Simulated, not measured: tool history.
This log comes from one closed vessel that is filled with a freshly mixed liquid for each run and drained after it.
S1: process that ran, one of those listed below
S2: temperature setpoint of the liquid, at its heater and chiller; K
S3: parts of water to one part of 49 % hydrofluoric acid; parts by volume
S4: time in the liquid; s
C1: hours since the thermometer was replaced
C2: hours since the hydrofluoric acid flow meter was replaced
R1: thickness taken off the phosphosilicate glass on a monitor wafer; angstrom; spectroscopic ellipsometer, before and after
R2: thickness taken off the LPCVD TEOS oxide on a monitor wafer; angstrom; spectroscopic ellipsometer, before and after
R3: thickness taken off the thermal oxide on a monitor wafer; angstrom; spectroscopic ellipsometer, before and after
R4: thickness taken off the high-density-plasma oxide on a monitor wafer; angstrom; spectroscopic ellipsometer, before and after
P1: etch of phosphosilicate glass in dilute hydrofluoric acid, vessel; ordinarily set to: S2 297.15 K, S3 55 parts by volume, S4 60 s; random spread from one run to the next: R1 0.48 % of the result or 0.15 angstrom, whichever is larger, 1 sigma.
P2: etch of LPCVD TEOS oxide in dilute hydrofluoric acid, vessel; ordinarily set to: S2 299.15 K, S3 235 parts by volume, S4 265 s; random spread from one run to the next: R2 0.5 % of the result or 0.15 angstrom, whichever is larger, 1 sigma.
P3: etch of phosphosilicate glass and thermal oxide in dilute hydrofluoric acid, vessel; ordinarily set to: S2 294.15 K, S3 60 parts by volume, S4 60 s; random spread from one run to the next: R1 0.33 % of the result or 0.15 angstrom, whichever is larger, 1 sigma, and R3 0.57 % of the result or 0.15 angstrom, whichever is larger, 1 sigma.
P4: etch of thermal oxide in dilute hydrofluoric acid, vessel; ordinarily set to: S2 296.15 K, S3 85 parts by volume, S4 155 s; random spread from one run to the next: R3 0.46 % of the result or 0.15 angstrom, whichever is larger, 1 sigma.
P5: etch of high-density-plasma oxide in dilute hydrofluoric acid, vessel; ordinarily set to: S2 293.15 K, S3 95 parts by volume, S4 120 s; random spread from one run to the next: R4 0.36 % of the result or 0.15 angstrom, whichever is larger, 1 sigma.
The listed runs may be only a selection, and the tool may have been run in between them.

| run | hour | S1 | S2 | S3 | S4 | C1 | C2 | R1 | R2 | R3 | R4 |
|---|---|---|---|---|---|---|---|---|---|---|---|
| 1 | 7.4 | P1 | 297.15 | 55 | 60 | 246.4 | 334.2 | 2261.80 |  |  |  |
| 2 | 18.4 | P2 | 299.15 | 235 | 45 | 257.4 | 345.2 |  | 86.544 |  |  |
| 3 | 28.6 | P3 | 294.15 | 60 | 90 | 267.6 | 355.4 | 1903.90 |  | 67.073 |  |
| 4 | 35.7 | P4 | 296.15 | 85 | 155 | 274.7 | 362.5 |  |  | 84.273 |  |
| 5 | 43.2 | P5 | 293.15 | 30 | 120 | 282.2 | 370.0 |  |  |  | 203.900 |
| 6 | 53.0 | P5 | 290.15 | 95 | 120 | 292.0 | 379.8 |  |  |  | 53.130 |
| 7 | 63.7 | P1 | 297.15 | 55 | 60 | 302.7 | 390.5 | 2258.80 |  |  |  |
| 8 | 73.0 | P1 | 303.15 | 75 | 60 | 312.0 | 399.8 | 2019.60 |  |  |  |
| 9 | 80.6 | P5 | 293.15 | 95 | 30 | 319.6 | 407.4 |  |  |  | 14.936 |
| 10 | 85.9 | P2 | 299.15 | 330 | 265 | 324.9 | 412.7 |  | 328.960 |  |  |
| 11 | 94.7 | P4 | 296.15 | 150 | 155 | 333.7 | 421.5 |  |  | 44.288 |  |
| 12 | 100.2 | P1 | 297.15 | 55 | 60 | 339.2 | 427.0 | 2270.70 |  |  |  |
| 13 | 105.2 | P4 | 304.15 | 85 | 155 | 344.2 | 432.0 |  |  | 114.640 |  |
| 14 | 111.5 | P4 | 296.15 | 85 | 155 | 350.5 | 438.3 |  |  | 84.787 |  |
| 15 | 119.6 | P5 | 293.15 | 95 | 120 | 358.6 | 446.4 |  |  |  | 59.069 |
| 16 | 129.5 | P1 | 297.15 | 55 | 120 | 368.5 | 456.3 | 4501.70 |  |  |  |
| 17 | 135.3 | P1 | 297.15 | 30 | 60 | 374.3 | 462.1 | 4278.90 |  |  |  |
| 18 | 140.9 | P3 | 290.15 | 60 | 60 | 379.9 | 467.7 | 1075.50 |  | 37.704 |  |
| 19 | 151.7 | P2 | 299.15 | 235 | 265 | 390.7 | 478.5 |  | 506.030 |  |  |
| 20 | 160.6 | P1 | 301.15 | 55 | 60 | 399.6 | 487.4 | 2629.80 |  |  |  |
| 21 | 166.9 | P1 | 297.15 | 55 | 60 | 405.9 | 493.7 | 2257.60 |  |  |  |
| 22 | 178.4 | P4 | 296.15 | 85 | 305 | 417.4 | 505.2 |  |  | 164.910 |  |
| 23 | 184.4 | P1 | 293.65 | 55 | 60 | 423.4 | 511.2 | 1940.60 |  |  |  |
| 24 | 191.1 | P1 | 297.15 | 80 | 60 | 430.1 | 517.9 | 1509.30 |  |  |  |
| 25 | 197.7 | P2 | 307.15 | 235 | 265 | 436.7 | 524.5 |  | 658.280 |  |  |
| 26 | 207.3 | P1 | 297.15 | 55 | 60 | 446.3 | 534.1 | 2238.90 |  |  |  |
| 27 | 215.0 | P3 | 294.15 | 110 | 60 | 454.0 | 541.8 | 650.82 |  | 23.390 |  |
| 28 | 221.9 | P1 | 297.15 | 55 | 30 | 460.9 | 548.7 | 1122.60 |  |  |  |
| 29 | 230.0 | P3 | 294.15 | 60 | 60 | 469.0 | 556.8 | 1276.20 |  | 44.964 |  |

Expected results for the next run?
| 30 | 236.9 | P2 | 299.15 | 235 | 265 | 475.9 | 563.7 |  | ? |  |  |

{"run 30": {"R2": 505.8}}
